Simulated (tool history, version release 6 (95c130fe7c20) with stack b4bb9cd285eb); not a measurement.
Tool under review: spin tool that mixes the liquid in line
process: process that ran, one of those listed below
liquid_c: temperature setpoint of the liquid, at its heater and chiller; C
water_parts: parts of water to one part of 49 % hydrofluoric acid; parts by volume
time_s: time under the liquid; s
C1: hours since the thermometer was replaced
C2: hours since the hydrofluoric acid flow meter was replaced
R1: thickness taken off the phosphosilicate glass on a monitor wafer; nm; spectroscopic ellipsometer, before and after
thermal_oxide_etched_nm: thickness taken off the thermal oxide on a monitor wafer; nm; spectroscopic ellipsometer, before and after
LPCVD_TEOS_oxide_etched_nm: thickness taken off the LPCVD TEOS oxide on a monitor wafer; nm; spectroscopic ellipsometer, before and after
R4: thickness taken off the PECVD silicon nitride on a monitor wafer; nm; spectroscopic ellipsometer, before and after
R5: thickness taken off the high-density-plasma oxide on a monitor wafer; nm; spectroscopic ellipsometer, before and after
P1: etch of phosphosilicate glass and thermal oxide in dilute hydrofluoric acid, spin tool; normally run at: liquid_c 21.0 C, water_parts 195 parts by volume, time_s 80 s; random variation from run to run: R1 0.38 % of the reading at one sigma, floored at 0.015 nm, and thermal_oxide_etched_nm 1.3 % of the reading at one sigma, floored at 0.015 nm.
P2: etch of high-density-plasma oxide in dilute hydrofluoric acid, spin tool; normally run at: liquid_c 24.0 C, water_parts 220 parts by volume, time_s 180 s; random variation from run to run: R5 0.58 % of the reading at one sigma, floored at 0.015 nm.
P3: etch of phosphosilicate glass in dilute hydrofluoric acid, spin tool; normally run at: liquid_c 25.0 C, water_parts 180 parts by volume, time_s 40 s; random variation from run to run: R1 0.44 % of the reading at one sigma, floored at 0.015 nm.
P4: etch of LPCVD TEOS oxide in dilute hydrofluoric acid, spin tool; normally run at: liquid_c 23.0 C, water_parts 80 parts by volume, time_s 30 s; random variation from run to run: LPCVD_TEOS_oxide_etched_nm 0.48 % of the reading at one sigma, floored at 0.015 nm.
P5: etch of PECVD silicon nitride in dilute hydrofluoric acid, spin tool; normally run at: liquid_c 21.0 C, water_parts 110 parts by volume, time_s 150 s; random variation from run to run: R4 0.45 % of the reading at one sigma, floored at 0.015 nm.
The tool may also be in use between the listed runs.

{"run": 1, "hour": 3.8, "process": "P1", "liquid_c": 21.0, "water_parts": 195, "time_s": 80, "C1": 967.7, "C2": 644.0, "R1": 42.03, "thermal_oxide_etched_nm": 1.5714}
{"run": 2, "hour": 7.5, "process": "P4", "liquid_c": 23.0, "water_parts": 80, "time_s": 60, "C1": 971.4, "C2": 647.7, "LPCVD_TEOS_oxide_etched_nm": 41.824}
{"run": 3, "hour": 11.3, "process": "P5", "liquid_c": 21.0, "water_parts": 110, "time_s": 150, "C1": 975.2, "C2": 651.5, "R4": 5.352}
{"run": 4, "hour": 15.0, "process": "P1", "liquid_c": 21.0, "water_parts": 195, "time_s": 80, "C1": 978.9, "C2": 655.2, "R1": 42.378, "thermal_oxide_etched_nm": 1.5685}
{"run": 5, "hour": 22.3, "process": "P1", "liquid_c": 21.0, "water_parts": 350, "time_s": 80, "C1": 986.2, "C2": 662.5, "R1": 20.281, "thermal_oxide_etched_nm": 0.75283}
{"run": 6, "hour": 28.6, "process": "P3", "liquid_c": 25.0, "water_parts": 180, "time_s": 20, "C1": 992.5, "C2": 668.8, "R1": 17.378}
{"run": 7, "hour": 35.4, "process": "P3", "liquid_c": 25.0, "water_parts": 330, "time_s": 40, "C1": 999.3, "C2": 675.6, "R1": 16.213}
{"run": 8, "hour": 42.6, "process": "P5", "liquid_c": 21.0, "water_parts": 45, "time_s": 150, "C1": 1006.5, "C2": 682.8, "R4": 13.07}
{"run": 9, "hour": 46.6, "process": "P3", "liquid_c": 17.5, "water_parts": 180, "time_s": 40, "C1": 1010.5, "C2": 686.8, "R1": 26.214}
{"run": 10, "hour": 50.8, "process": "P3", "liquid_c": 25.0, "water_parts": 180, "time_s": 40, "C1": 1014.7, "C2": 691.0, "R1": 34.671}
{"run": 11, "hour": 55.0, "process": "P4", "liquid_c": 17.0, "water_parts": 80, "time_s": 30, "C1": 1018.9, "C2": 695.2, "LPCVD_TEOS_oxide_etched_nm": 16.422}
{"run": 12, "hour": 59.3, "process": "P4", "liquid_c": 23.0, "water_parts": 20, "time_s": 30, "C1": 1023.2, "C2": 699.5, "LPCVD_TEOS_oxide_etched_nm": 91.695}
{"run": 13, "hour": 63.8, "process": "P1", "liquid_c": 21.0, "water_parts": 340, "time_s": 150, "C1": 1027.7, "C2": 704.0, "R1": 39.471, "thermal_oxide_etched_nm": 1.4508}
{"run": 14, "hour": 68.0, "process": "P4", "liquid_c": 23.0, "water_parts": 80, "time_s": 30, "C1": 1031.9, "C2": 708.2, "LPCVD_TEOS_oxide_etched_nm": 20.939}
{"run": 15, "hour": 75.3, "process": "P3", "liquid_c": 25.0, "water_parts": 180, "time_s": 40, "C1": 1039.2, "C2": 715.5, "R1": 35.046}
{"run": 16, "hour": 80.5, "process": "P1", "liquid_c": 21.0, "water_parts": 40, "time_s": 80, "C1": 1044.4, "C2": 720.7, "R1": 243.66, "thermal_oxide_etched_nm": 8.8492}
{"run": 17, "hour": 88.1, "process": "P1", "liquid_c": 21.0, "water_parts": 195, "time_s": 80, "C1": 1052.0, "C2": 728.3, "R1": 42.109, "thermal_oxide_etched_nm": 1.5952}
{"run": 18, "hour": 95.6, "process": "P1", "liquid_c": 21.0, "water_parts": 195, "time_s": 25, "C1": 1059.5, "C2": 735.8, "R1": 13.157, "thermal_oxide_etched_nm": 0.47333}
{"run": 19, "hour": 99.3, "process": "P1", "liquid_c": 17.0, "water_parts": 195, "time_s": 80, "C1": 1063.2, "C2": 739.5, "R1": 35.81, "thermal_oxide_etched_nm": 1.3137}
{"run": 20, "hour": 106.5, "process": "P1", "liquid_c": 26.0, "water_parts": 195, "time_s": 80, "C1": 1070.4, "C2": 746.7, "R1": 50.432, "thermal_oxide_etched_nm": 1.8609}
{"run": 21, "hour": 112.3, "process": "P2", "liquid_c": 24.0, "water_parts": 55, "time_s": 180, "C1": 1076.2, "C2": 752.5, "R5": 17.944}
{"run": 22, "hour": 116.7, "process": "P1", "liquid_c": 21.0, "water_parts": 195, "time_s": 80, "C1": 1080.6, "C2": 756.9, "R1": 42.157, "thermal_oxide_etched_nm": 1.5417}
{"run": 23, "hour": 122.6, "process": "P5", "liquid_c": 17.0, "water_parts": 110, "time_s": 150, "C1": 1086.5, "C2": 762.8, "R4": 4.119}
{"run": 24, "hour": 127.3, "process": "P1", "liquid_c": 21.0, "water_parts": 195, "time_s": 80, "C1": 1091.2, "C2": 767.5, "R1": 41.915, "thermal_oxide_etched_nm": 1.5718}
{"run": 25, "hour": 132.9, "process": "P4", "liquid_c": 23.0, "water_parts": 80, "time_s": 30, "C1": 1096.8, "C2": 773.1, "LPCVD_TEOS_oxide_etched_nm": 20.945}
{"run": 26, "hour": 137.7, "process": "P5", "liquid_c": 21.0, "water_parts": 110, "time_s": 55, "C1": 1101.6, "C2": 777.9, "R4": 1.9799}
{"run": 27, "hour": 143.8, "process": "P1", "liquid_c": 21.0, "water_parts": 195, "time_s": 80, "C1": 1107.7, "C2": 784.0, "R1": 42.289, "thermal_oxide_etched_nm": 1.5509}
{"run": 28, "hour": 147.9, "process": "P1", "liquid_c": 21.0, "water_parts": 195, "time_s": 160, "C1": 1111.8, "C2": 788.1, "R1": 84.115, "thermal_oxide_etched_nm": 3.1483}
{"run": 29, "hour": 155.2, "process": "P5", "liquid_c": 21.0, "water_parts": 110, "time_s": 150, "C1": 1119.1, "C2": 795.4, "R4": 5.4017}
{"run": 30, "hour": 162.7, "process": "P2", "liquid_c": 19.0, "water_parts": 220, "time_s": 180, "C1": 1126.6, "C2": 802.9, "R5": 3.0371}
{"run": 31, "hour": 166.5, "process": "P1", "liquid_c": 17.0, "water_parts": 105, "time_s": 80, "C1": 1130.4, "C2": 806.7, "R1": 72.504, "thermal_oxide_etched_nm": 2.7491}
{"run": 32, "hour": 172.0, "process": "P2", "liquid_c": 24.0, "water_parts": 220, "time_s": 180, "C1": 1135.9, "C2": 812.2, "R5": 3.6449}
{"run": 33, "hour": 177.7, "process": "P2", "liquid_c": 24.0, "water_parts": 220, "time_s": 70, "C1": 1141.6, "C2": 817.9, "R5": 1.4508}
{"run": 34, "hour": 184.9, "process": "P1", "liquid_c": 21.0, "water_parts": 195, "time_s": 80, "C1": 1148.8, "C2": 825.1, "R1": 41.957, "thermal_oxide_etched_nm": 1.5842}
{"run": 35, "hour": 192.9, "process": "P1", "liquid_c": 21.0, "water_parts": 195, "time_s": 80, "C1": 1156.8, "C2": 833.1, "R1": 41.904, "thermal_oxide_etched_nm": 1.5906}
{"run": 36, "hour": 196.5, "process": "P1", "liquid_c": 21.0, "water_parts": 195, "time_s": 80, "C1": 1160.4, "C2": 836.7, "R1": 41.372, "thermal_oxide_etched_nm": 1.5049}
{"run": 37, "hour": 204.8, "process": "P1", "liquid_c": 21.0, "water_parts": 195, "time_s": 80, "C1": 1168.7, "C2": 845.0, "R1": 40.566, "thermal_oxide_etched_nm": 1.4873}
{"run": 38, "hour": 208.6, "process": "P1", "liquid_c": 21.0, "water_parts": 195, "time_s": 80, "C1": 1172.5, "C2": 848.8, "R1": 40.207, "thermal_oxide_etched_nm": 1.4976}
{"run": 39, "hour": 216.6, "process": "P1", "liquid_c": 21.0, "water_parts": 195, "time_s": 80, "C1": 1180.5, "C2": 856.8, "R1": 39.758, "thermal_oxide_etched_nm": 1.4913}
{"run": 40, "hour": 223.0, "process": "P1", "liquid_c": 21.0, "water_parts": 195, "time_s": 80, "C1": 1186.9, "C2": 863.2, "R1": 39.669, "thermal_oxide_etched_nm": 1.4881}
{"run": 41, "hour": 226.9, "process": "P1", "liquid_c": 21.0, "water_parts": 195, "time_s": 80, "C1": 1190.8, "C2": 867.1, "R1": 39.606, "thermal_oxide_etched_nm": 1.4216}
{"run": 42, "hour": 230.7, "process": "P1", "liquid_c": 21.0, "water_parts": 195, "time_s": 80, "C1": 1194.6, "C2": 870.9, "R1": 39.033, "thermal_oxide_etched_nm": 1.421}
{"run": 43, "hour": 236.9, "process": "P1", "liquid_c": 21.0, "water_parts": 195, "time_s": 80, "C1": 1200.8, "C2": 877.1, "R1": 39.214, "thermal_oxide_etched_nm": 1.3942}
{"run": 44, "hour": 242.6, "process": "P1", "liquid_c": 21.0, "water_parts": 195, "time_s": 80, "C1": 1206.5, "C2": 882.8, "R1": 39.428, "thermal_oxide_etched_nm": 1.457}
{"run": 45, "hour": 247.2, "process": "P1", "liquid_c": 21.0, "water_parts": 195, "time_s": 80, "C1": 1211.1, "C2": 887.4, "R1": 39.167, "thermal_oxide_etched_nm": 1.3994}
{"run": 46, "hour": 251.4, "process": "P1", "liquid_c": 21.0, "water_parts": 195, "time_s": 80, "C1": 1215.3, "C2": 891.6, "R1": 39.331, "thermal_oxide_etched_nm": 1.4422}

What P1 gives has crept off from where it sat before. The 2 causes that follow fit the log equally well, each at the size noted:
A: hydrofluoric acid flow below the setpoint (%) = 5.6
B: liquid colder than its thermometer reads (K) = 1.8
Onset of the creep was near hour 192.9.

Each of the 4 check runs below uses one wafer; its results are left as question marks. Which run tells the causes apart?
{"run": "check 1", "hour": 255.6, "process": "P3", "liquid_c": 25.0, "water_parts": 180, "time_s": 40, "R1": "?"}
{"run": "check 2", "hour": 255.6, "process": "P4", "liquid_c": 23.0, "water_parts": 80, "time_s": 30, "LPCVD_TEOS_oxide_etched_nm": "?"}
{"run": "check 3", "hour": 255.6, "process": "P2", "liquid_c": 24.0, "water_parts": 220, "time_s": 180, "R5": "?"}
{"run": "check 4", "hour": 255.6, "process": "P5", "liquid_c": 21.0, "water_parts": 110, "time_s": 150, "R4": "?"}

Outcome of each check run for each possible cause:
check=check_1 result=R1 if_A=32.571 if_B=32.645
check=check_2 result=LPCVD_TEOS_oxide_etched_nm if_A=19.678 if_B=19.481
check=check_3 result=R5 if_A=3.4212 if_B=3.4380
check=check_4 result=R4 if_A=5.1227 if_B=4.7978
Minimum pairwise separation of causes per check, each pair taken at its best-separating result: check 1 0.22 %; check 2 1 %; check 3 0.49 %; check 4 6.55 %
Only check 4 tells the causes apart: in the others they would give nearly the same result.

Check 4 was carried out, with these results: R4 5.0616 nm. Which of the listed causes is responsible?

It was cause A: hydrofluoric acid flow below the setpoint (%).

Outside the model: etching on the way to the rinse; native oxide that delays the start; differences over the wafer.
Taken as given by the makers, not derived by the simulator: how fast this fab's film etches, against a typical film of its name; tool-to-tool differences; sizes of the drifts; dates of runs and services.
